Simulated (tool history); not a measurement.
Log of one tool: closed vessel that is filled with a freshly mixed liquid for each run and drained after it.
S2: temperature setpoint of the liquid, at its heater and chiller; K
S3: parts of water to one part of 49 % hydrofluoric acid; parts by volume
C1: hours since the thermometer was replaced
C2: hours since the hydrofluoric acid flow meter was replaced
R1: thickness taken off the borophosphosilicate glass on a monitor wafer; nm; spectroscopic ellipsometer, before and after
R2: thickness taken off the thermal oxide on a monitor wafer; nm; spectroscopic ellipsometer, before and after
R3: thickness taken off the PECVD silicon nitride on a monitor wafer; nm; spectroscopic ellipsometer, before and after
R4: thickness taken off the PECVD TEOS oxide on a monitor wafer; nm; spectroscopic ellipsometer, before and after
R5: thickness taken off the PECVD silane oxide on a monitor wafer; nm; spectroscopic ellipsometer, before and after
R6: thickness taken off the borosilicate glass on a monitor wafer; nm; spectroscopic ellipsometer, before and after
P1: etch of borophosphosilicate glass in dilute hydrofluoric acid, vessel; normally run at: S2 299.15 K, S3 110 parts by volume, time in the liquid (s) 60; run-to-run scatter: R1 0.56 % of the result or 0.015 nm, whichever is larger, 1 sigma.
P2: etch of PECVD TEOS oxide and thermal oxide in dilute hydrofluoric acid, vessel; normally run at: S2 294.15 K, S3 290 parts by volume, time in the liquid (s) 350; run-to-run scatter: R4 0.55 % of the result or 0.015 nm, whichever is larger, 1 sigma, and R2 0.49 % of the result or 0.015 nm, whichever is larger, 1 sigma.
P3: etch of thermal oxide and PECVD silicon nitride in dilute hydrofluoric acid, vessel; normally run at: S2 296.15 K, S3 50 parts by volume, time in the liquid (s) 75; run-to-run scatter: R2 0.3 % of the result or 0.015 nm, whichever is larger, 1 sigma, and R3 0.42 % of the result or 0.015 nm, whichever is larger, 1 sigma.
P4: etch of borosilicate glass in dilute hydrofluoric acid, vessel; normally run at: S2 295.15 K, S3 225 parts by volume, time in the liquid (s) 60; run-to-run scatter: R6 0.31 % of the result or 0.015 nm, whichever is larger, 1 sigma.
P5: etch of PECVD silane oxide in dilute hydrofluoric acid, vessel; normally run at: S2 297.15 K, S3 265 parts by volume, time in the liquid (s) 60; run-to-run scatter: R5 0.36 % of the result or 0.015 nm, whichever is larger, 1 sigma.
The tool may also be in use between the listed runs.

{"run": 1, "day": 0.229, "process that ran": "P1", "S2": 299.15, "S3": 110, "time in the liquid (s)": 60, "C1": 296.3, "C2": 71.2, "R1": 31.864}
{"run": 2, "day": 0.346, "process that ran": "P3", "S2": 300.65, "S3": 50, "time in the liquid (s)": 75, "C1": 299.1, "C2": 74.0, "R2": 8.9582, "R3": 10.483}
{"run": 3, "day": 0.525, "process that ran": "P2", "S2": 294.15, "S3": 290, "time in the liquid (s)": 520, "C1": 303.4, "C2": 78.3, "R2": 6.1493, "R4": 28.178}
{"run": 4, "day": 0.667, "process that ran": "P3", "S2": 296.15, "S3": 50, "time in the liquid (s)": 75, "C1": 306.8, "C2": 81.7, "R2": 7.4651, "R3": 7.7678}
{"run": 5, "day": 0.862, "process that ran": "P1", "S2": 299.15, "S3": 110, "time in the liquid (s)": 60, "C1": 311.5, "C2": 86.4, "R1": 31.793}
{"run": 6, "day": 1.092, "process that ran": "P5", "S2": 297.15, "S3": 265, "time in the liquid (s)": 60, "C1": 317.0, "C2": 91.9, "R5": 5.6596}
{"run": 7, "day": 1.275, "process that ran": "P1", "S2": 299.15, "S3": 35, "time in the liquid (s)": 95, "C1": 321.4, "C2": 96.3, "R1": 174.57}
{"run": 8, "day": 1.462, "process that ran": "P5", "S2": 297.15, "S3": 265, "time in the liquid (s)": 105, "C1": 325.9, "C2": 100.8, "R5": 9.9346}
{"run": 9, "day": 1.704, "process that ran": "P4", "S2": 295.15, "S3": 225, "time in the liquid (s)": 60, "C1": 331.7, "C2": 106.6, "R6": 7.3148}
{"run": 10, "day": 1.875, "process that ran": "P4", "S2": 295.15, "S3": 225, "time in the liquid (s)": 60, "C1": 335.8, "C2": 110.7, "R6": 7.2475}
{"run": 11, "day": 2.054, "process that ran": "P1", "S2": 292.65, "S3": 110, "time in the liquid (s)": 60, "C1": 340.1, "C2": 115.0, "R1": 24.426}
{"run": 12, "day": 2.212, "process that ran": "P4", "S2": 295.15, "S3": 320, "time in the liquid (s)": 60, "C1": 343.9, "C2": 118.8, "R6": 4.7123}
{"run": 13, "day": 2.4, "process that ran": "P4", "S2": 295.15, "S3": 225, "time in the liquid (s)": 30, "C1": 348.4, "C2": 123.3, "R6": 3.6428}
{"run": 14, "day": 2.642, "process that ran": "P1", "S2": 299.15, "S3": 40, "time in the liquid (s)": 60, "C1": 354.2, "C2": 129.1, "R1": 95.758}
{"run": 15, "day": 2.862, "process that ran": "P1", "S2": 299.15, "S3": 110, "time in the liquid (s)": 30, "C1": 359.5, "C2": 134.4, "R1": 15.823}
{"run": 16, "day": 3.042, "process that ran": "P5", "S2": 297.15, "S3": 115, "time in the liquid (s)": 60, "C1": 363.8, "C2": 138.7, "R5": 15.298}
{"day": 3.112, "done": "hydrofluoric acid flow meter replaced"}
{"run": 17, "day": 3.183, "process that ran": "P2", "S2": 294.15, "S3": 135, "time in the liquid (s)": 350, "C1": 367.2, "C2": 1.7, "R2": 10.412, "R4": 47.55}
{"run": 18, "day": 3.308, "process that ran": "P5", "S2": 291.15, "S3": 265, "time in the liquid (s)": 60, "C1": 370.2, "C2": 4.7, "R5": 4.5391}
{"run": 19, "day": 3.542, "process that ran": "P3", "S2": 296.15, "S3": 20, "time in the liquid (s)": 75, "C1": 375.8, "C2": 10.3, "R2": 19.355, "R3": 18.742}
{"run": 20, "day": 3.771, "process that ran": "P2", "S2": 294.15, "S3": 290, "time in the liquid (s)": 350, "C1": 381.3, "C2": 15.8, "R2": 4.1996, "R4": 18.991}
{"run": 21, "day": 3.892, "process that ran": "P1", "S2": 299.15, "S3": 110, "time in the liquid (s)": 60, "C1": 384.2, "C2": 18.7, "R1": 31.621}
{"run": 22, "day": 4.092, "process that ran": "P3", "S2": 296.15, "S3": 50, "time in the liquid (s)": 75, "C1": 389.0, "C2": 23.5, "R2": 7.4049, "R3": 7.6985}
{"run": 23, "day": 4.225, "process that ran": "P4", "S2": 290.15, "S3": 225, "time in the liquid (s)": 60, "C1": 392.2, "C2": 26.7, "R6": 5.9849}
{"run": 24, "day": 4.338, "process that ran": "P2", "S2": 302.15, "S3": 290, "time in the liquid (s)": 350, "C1": 394.9, "C2": 29.4, "R2": 5.4315, "R4": 25.053}
{"run": 25, "day": 4.488, "process that ran": "P5", "S2": 297.15, "S3": 265, "time in the liquid (s)": 60, "C1": 398.5, "C2": 33.0, "R5": 5.6769}
{"run": 26, "day": 4.7, "process that ran": "P1", "S2": 299.15, "S3": 110, "time in the liquid (s)": 60, "C1": 403.6, "C2": 38.1, "R1": 31.679}
{"run": 27, "day": 4.875, "process that ran": "P3", "S2": 296.15, "S3": 50, "time in the liquid (s)": 145, "C1": 407.8, "C2": 42.3, "R2": 14.37, "R3": 14.904}
{"run": 28, "day": 5.038, "process that ran": "P1", "S2": 299.15, "S3": 30, "time in the liquid (s)": 30, "C1": 411.7, "C2": 46.2, "R1": 64.346}
{"run": 29, "day": 5.204, "process that ran": "P2", "S2": 294.15, "S3": 290, "time in the liquid (s)": 350, "C1": 415.7, "C2": 50.2, "R2": 4.1306, "R4": 19.202}
{"run": 30, "day": 5.317, "process that ran": "P1", "S2": 299.15, "S3": 110, "time in the liquid (s)": 60, "C1": 418.4, "C2": 52.9, "R1": 32.008}
{"run": 31, "day": 5.458, "process that ran": "P1", "S2": 299.15, "S3": 195, "time in the liquid (s)": 60, "C1": 421.8, "C2": 56.3, "R1": 16.087}
{"run": 32, "day": 5.692, "process that ran": "P1", "S2": 299.15, "S3": 110, "time in the liquid (s)": 90, "C1": 427.4, "C2": 61.9, "R1": 47.721}
{"run": 33, "day": 5.917, "process that ran": "P1", "S2": 303.65, "S3": 110, "time in the liquid (s)": 60, "C1": 432.8, "C2": 67.3, "R1": 37.232}
{"run": 34, "day": 6.133, "process that ran": "P1", "S2": 299.15, "S3": 110, "time in the liquid (s)": 60, "C1": 438.0, "C2": 72.5, "R1": 31.644}
{"run": 35, "day": 6.333, "process that ran": "P1", "S2": 299.15, "S3": 110, "time in the liquid (s)": 60, "C1": 442.8, "C2": 77.3, "R1": 32.727}
{"run": 36, "day": 6.479, "process that ran": "P1", "S2": 299.15, "S3": 110, "time in the liquid (s)": 60, "C1": 446.3, "C2": 80.8, "R1": 32.893}
{"run": 37, "day": 6.658, "process that ran": "P1", "S2": 299.15, "S3": 110, "time in the liquid (s)": 60, "C1": 450.6, "C2": 85.1, "R1": 33.395}
{"run": 38, "day": 6.904, "process that ran": "P1", "S2": 299.15, "S3": 110, "time in the liquid (s)": 60, "C1": 456.5, "C2": 91.0, "R1": 33.327}
{"run": 39, "day": 7.012, "process that ran": "P1", "S2": 299.15, "S3": 110, "time in the liquid (s)": 60, "C1": 459.1, "C2": 93.6, "R1": 33.197}
{"run": 40, "day": 7.129, "process that ran": "P1", "S2": 299.15, "S3": 110, "time in the liquid (s)": 60, "C1": 461.9, "C2": 96.4, "R1": 33.387}
{"run": 41, "day": 7.329, "process that ran": "P1", "S2": 299.15, "S3": 110, "time in the liquid (s)": 60, "C1": 466.7, "C2": 101.2, "R1": 33.17}

What P1 gives has crept away from where it was. These 2 causes fit the log equally well, each at the size given:
A: hydrofluoric acid flow above the setpoint (%) = 4.8
B: liquid hotter than its thermometer reads (K) = 1.39
The creep began at about day 6.133.

4 check runs are offered, one wafer each, their results left as question marks. Which one tells the causes apart?
{"run": "check 1", "day": 7.529, "process that ran": "P5", "S2": 297.15, "S3": 265, "time in the liquid (s)": 60, "R5": "?"}
{"run": "check 2", "day": 7.529, "process that ran": "P4", "S2": 295.15, "S3": 225, "time in the liquid (s)": 60, "R6": "?"}
{"run": "check 3", "day": 7.529, "process that ran": "P2", "S2": 294.15, "S3": 290, "time in the liquid (s)": 350, "R2": "?", "R4": "?"}
{"run": "check 4", "day": 7.529, "process that ran": "P3", "S2": 296.15, "S3": 50, "time in the liquid (s)": 75, "R2": "?", "R3": "?"}

What each check would give under each cause:
check=check_1 result=R5 if_A=5.9887 if_B=5.9275
check=check_2 result=R6 if_A=7.7042 if_B=7.6583
check=check_3 result=R2 if_A=4.4065 if_B=4.3661
check=check_3 result=R4 if_A=20.163 if_B=19.978
check=check_4 result=R2 if_A=7.8297 if_B=7.8886
check=check_4 result=R3 if_A=8.0765 if_B=8.4750
How far apart the two closest causes lie, in the result that separates them most: check 1 1.03 %; check 2 0.6 %; check 3 0.92 %; check 4 4.82 %
Check 4 tells the causes apart: in the others they would give nearly the same result.

Check 4 was then run and gave: R2 7.8698 nm; R3 8.0355 nm. Which cause is it?

It is A: hydrofluoric acid flow above the setpoint (%).

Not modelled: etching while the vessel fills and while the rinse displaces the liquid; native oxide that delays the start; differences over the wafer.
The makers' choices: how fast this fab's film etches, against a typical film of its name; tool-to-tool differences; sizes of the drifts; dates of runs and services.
